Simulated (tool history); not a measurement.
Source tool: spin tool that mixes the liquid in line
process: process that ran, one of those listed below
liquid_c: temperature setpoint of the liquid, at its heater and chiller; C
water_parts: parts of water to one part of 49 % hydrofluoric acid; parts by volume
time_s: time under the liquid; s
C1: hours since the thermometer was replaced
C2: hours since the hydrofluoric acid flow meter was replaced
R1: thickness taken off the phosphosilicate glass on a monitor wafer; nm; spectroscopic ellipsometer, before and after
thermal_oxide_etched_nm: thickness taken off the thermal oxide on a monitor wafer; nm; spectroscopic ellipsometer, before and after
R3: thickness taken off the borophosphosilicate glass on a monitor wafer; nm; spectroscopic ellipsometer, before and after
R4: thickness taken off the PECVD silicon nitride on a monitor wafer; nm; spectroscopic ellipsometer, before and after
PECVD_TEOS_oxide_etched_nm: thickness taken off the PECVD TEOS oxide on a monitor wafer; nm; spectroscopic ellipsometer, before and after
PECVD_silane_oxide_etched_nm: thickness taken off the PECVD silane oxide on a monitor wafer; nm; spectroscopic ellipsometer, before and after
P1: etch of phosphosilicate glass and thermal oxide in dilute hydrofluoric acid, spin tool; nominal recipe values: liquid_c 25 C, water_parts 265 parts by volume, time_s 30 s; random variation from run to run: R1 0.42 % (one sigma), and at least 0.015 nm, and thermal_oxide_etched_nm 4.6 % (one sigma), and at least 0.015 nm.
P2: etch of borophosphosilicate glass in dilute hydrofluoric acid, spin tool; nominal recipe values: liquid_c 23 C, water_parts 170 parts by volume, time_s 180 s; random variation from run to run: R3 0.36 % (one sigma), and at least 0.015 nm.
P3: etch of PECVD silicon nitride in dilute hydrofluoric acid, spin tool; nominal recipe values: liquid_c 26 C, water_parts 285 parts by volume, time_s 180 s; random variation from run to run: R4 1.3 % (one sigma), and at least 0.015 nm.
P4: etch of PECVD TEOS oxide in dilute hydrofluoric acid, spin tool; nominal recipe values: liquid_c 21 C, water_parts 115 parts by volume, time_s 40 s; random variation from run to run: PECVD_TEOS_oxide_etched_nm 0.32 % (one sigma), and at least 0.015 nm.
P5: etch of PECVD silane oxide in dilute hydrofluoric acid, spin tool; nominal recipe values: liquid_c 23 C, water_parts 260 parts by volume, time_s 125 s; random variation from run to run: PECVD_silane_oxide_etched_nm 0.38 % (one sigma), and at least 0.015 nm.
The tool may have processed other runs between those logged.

run 1 hour=10.9 | process=P1 liquid_c=25 water_parts=265 time_s=30 | C1=423.3 C2=1479.4 | R1=19.938 thermal_oxide_etched_nm=0.4667
run 2 hour=24.4 | process=P1 liquid_c=25 water_parts=265 time_s=30 | C1=436.8 C2=1492.9 | R1=19.955 thermal_oxide_etched_nm=0.42333
run 3 hour=39.3 | process=P2 liquid_c=23 water_parts=170 time_s=180 | C1=451.7 C2=1507.8 | R3=35.311
run 4 hour=50.6 | process=P3 liquid_c=26 water_parts=50 time_s=180 | C1=463 C2=1519.1 | R4=9.5735
run 5 hour=58.4 | process=P4 liquid_c=21 water_parts=215 time_s=40 | C1=470.8 C2=1526.9 | PECVD_TEOS_oxide_etched_nm=3.2698
run 6 hour=67.4 | process=P5 liquid_c=23 water_parts=440 time_s=125 | C1=479.8 C2=1535.9 | PECVD_silane_oxide_etched_nm=3.1121
run 7 hour=77.3 | process=P1 liquid_c=17.5 water_parts=265 time_s=30 | C1=489.7 C2=1545.8 | R1=15.015 thermal_oxide_etched_nm=0.37779
run 8 hour=88.7 | process=P4 liquid_c=21 water_parts=115 time_s=40 | C1=501.1 C2=1557.2 | PECVD_TEOS_oxide_etched_nm=6.7931
run 9 hour=100.5 | process=P1 liquid_c=25 water_parts=265 time_s=30 | C1=512.9 C2=1569 | R1=19.985 thermal_oxide_etched_nm=0.43715
run 10 hour=115.4 | process=P1 liquid_c=25 water_parts=265 time_s=15 | C1=527.8 C2=1583.9 | R1=9.9049 thermal_oxide_etched_nm=0.23995
run 11 hour=127.4 | process=P5 liquid_c=23 water_parts=260 time_s=125 | C1=539.8 C2=1595.9 | PECVD_silane_oxide_etched_nm=6.2183
run 12 hour=137.8 | process=P4 liquid_c=29 water_parts=115 time_s=40 | C1=550.2 C2=1606.3 | PECVD_TEOS_oxide_etched_nm=9.2923
-- hour=149.8 hydrofluoric acid flow meter replaced
run 13 hour=151.3 | process=P1 liquid_c=29.5 water_parts=130 time_s=30 | C1=563.7 C2=1.5 | R1=55.505 thermal_oxide_etched_nm=1.182
run 14 hour=165.8 | process=P3 liquid_c=26 water_parts=285 time_s=180 | C1=578.2 C2=16 | R4=1.6627
run 15 hour=174.5 | process=P1 liquid_c=25 water_parts=265 time_s=30 | C1=586.9 C2=24.7 | R1=19.992 thermal_oxide_etched_nm=0.45838
run 16 hour=187.7 | process=P5 liquid_c=23 water_parts=260 time_s=210 | C1=600.1 C2=37.9 | PECVD_silane_oxide_etched_nm=10.551
run 17 hour=200.7 | process=P1 liquid_c=33 water_parts=265 time_s=30 | C1=613.1 C2=50.9 | R1=25.952 thermal_oxide_etched_nm=0.57591
run 18 hour=207.2 | process=P2 liquid_c=29.5 water_parts=170 time_s=180 | C1=619.6 C2=57.4 | R3=44.672
run 19 hour=220.3 | process=P1 liquid_c=25 water_parts=265 time_s=55 | C1=632.7 C2=70.5 | R1=36.632 thermal_oxide_etched_nm=0.89985
run 20 hour=231.1 | process=P1 liquid_c=25 water_parts=405 time_s=30 | C1=643.5 C2=81.3 | R1=11.415 thermal_oxide_etched_nm=0.27654
run 21 hour=243.5 | process=P1 liquid_c=25 water_parts=420 time_s=15 | C1=655.9 C2=93.7 | R1=5.4114 thermal_oxide_etched_nm=0.11868
run 22 hour=251.3 | process=P1 liquid_c=25 water_parts=85 time_s=30 | C1=663.7 C2=101.5 | R1=75.893 thermal_oxide_etched_nm=1.8745
run 23 hour=258.3 | process=P1 liquid_c=25 water_parts=265 time_s=30 | C1=670.7 C2=108.5 | R1=19.833 thermal_oxide_etched_nm=0.46362
run 24 hour=266 | process=P5 liquid_c=23 water_parts=260 time_s=125 | C1=678.4 C2=116.2 | PECVD_silane_oxide_etched_nm=6.2766
run 25 hour=275.9 | process=P4 liquid_c=21 water_parts=115 time_s=20 | C1=688.3 C2=126.1 | PECVD_TEOS_oxide_etched_nm=3.4067
run 26 hour=283.5 | process=P5 liquid_c=17 water_parts=260 time_s=125 | C1=695.9 C2=133.7 | PECVD_silane_oxide_etched_nm=5.0007
run 27 hour=295.7 | process=P2 liquid_c=23 water_parts=295 time_s=180 | C1=708.1 C2=145.9 | R3=17.85
run 28 hour=308.4 | process=P2 liquid_c=23 water_parts=170 time_s=180 | C1=720.8 C2=158.6 | R3=35.118
run 29 hour=318.4 | process=P3 liquid_c=33.5 water_parts=285 time_s=180 | C1=730.8 C2=168.6 | R4=2.567
run 30 hour=332.4 | process=P2 liquid_c=23 water_parts=170 time_s=335 | C1=744.8 C2=182.6 | R3=65.443
run 31 hour=344.5 | process=P4 liquid_c=21 water_parts=115 time_s=40 | C1=756.9 C2=194.7 | PECVD_TEOS_oxide_etched_nm=6.7715
run 32 hour=356.2 | process=P3 liquid_c=26 water_parts=285 time_s=15 | C1=768.6 C2=206.4 | R4=0.12719
run 33 hour=365.6 | process=P1 liquid_c=25 water_parts=265 time_s=30 | C1=778 C2=215.8 | R1=19.814 thermal_oxide_etched_nm=0.48384

Run 34 comes next. What will it give?
run 34 hour=373.7 | process=P1 liquid_c=25 water_parts=265 time_s=30 | C1=786.1 C2=223.9 | R1=? thermal_oxide_etched_nm=?

Logged for run 34: R1 20.459 nm, thermal_oxide_etched_nm 0.51192 nm.
